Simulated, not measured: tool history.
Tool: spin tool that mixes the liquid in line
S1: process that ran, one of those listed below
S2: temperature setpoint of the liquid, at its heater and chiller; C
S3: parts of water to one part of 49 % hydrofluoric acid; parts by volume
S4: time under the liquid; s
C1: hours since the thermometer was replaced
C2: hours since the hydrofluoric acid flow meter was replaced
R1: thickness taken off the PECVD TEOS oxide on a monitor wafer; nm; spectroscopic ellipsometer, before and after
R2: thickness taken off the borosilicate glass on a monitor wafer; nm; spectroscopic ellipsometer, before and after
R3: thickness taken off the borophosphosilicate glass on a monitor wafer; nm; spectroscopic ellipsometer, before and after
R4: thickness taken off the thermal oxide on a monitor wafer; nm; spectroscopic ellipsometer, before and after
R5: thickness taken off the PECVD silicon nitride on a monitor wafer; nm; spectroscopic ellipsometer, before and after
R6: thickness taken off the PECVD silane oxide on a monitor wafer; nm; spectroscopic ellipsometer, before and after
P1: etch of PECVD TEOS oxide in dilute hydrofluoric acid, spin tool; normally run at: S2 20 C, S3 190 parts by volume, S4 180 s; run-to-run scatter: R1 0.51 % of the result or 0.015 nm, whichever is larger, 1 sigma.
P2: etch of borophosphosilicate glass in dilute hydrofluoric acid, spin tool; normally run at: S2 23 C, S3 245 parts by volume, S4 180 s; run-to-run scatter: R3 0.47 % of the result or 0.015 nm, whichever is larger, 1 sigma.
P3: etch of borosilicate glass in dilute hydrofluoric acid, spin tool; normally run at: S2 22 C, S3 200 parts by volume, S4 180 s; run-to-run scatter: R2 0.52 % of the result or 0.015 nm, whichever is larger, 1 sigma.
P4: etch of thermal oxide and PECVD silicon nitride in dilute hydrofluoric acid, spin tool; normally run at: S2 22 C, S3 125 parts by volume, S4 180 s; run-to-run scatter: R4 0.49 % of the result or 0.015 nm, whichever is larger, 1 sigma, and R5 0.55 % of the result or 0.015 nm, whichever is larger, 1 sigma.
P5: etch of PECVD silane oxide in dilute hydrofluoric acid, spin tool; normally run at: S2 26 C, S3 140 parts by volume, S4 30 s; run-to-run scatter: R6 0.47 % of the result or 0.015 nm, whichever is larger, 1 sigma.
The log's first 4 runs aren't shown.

run,hour,S1,S2,S3,S4,C1,C2,R1,R2,R3,R4,R5,R6
5,16,P1,20,190,180,885.8,759.5,11.001,,,,,
6,18.7,P2,23,110,180,888.5,762.2,,,98.428,,,
7,24.1,P1,25.5,40,180,893.9,767.6,77.862,,,,,
8,29.6,P4,27.5,125,180,899.4,773.1,,,,7.7752,5.923,
9,34.9,P1,20,190,180,904.7,778.4,11.103,,,,,
10,40.9,P4,22,125,180,910.7,784.4,,,,6.2712,4.1034,
11,43.7,P1,17,190,180,913.5,787.2,9.7839,,,,,
12,46.4,P2,23,245,180,916.2,789.9,,,38.665,,,
13,51.6,P3,22,125,180,921.4,795.1,,57.91,,,,
14,56.5,P3,22,200,50,926.3,800,,9.1658,,,,
15,59.9,P1,20,45,180,929.7,803.4,55.121,,,,,
16,63.6,P2,23,245,180,933.4,807.1,,,38.217,,,
17,66.6,P5,26,230,30,936.4,810.1,,,,,,4.2692
18,70.5,P2,28,245,180,940.3,814,,,46.293,,,
19,76.7,P2,23,245,15,946.5,820.2,,,3.2046,,,
20,82.9,P5,26,140,30,952.7,826.4,,,,,,7.7527
21,88.5,P1,20,40,305,958.3,832,104.8,,,,,
22,93.8,P1,20,190,75,963.6,837.3,4.6408,,,,,
23,99.1,P4,22,125,280,968.9,842.6,,,,9.8154,6.4767,
24,103,P1,20,190,365,972.8,846.5,22.461,,,,,
25,108.9,P3,22,200,180,978.7,852.4,,32.834,,,,
26,114.6,P1,20,190,180,984.4,858.1,11.025,,,,,
27,120.6,P1,26.5,190,180,990.4,864.1,14.254,,,,,

Run 28 comes next. What will it give?
28,123.9,P5,26,140,60,993.7,867.4,,,,,,?

Run 28 gave R6 15.512 nm.

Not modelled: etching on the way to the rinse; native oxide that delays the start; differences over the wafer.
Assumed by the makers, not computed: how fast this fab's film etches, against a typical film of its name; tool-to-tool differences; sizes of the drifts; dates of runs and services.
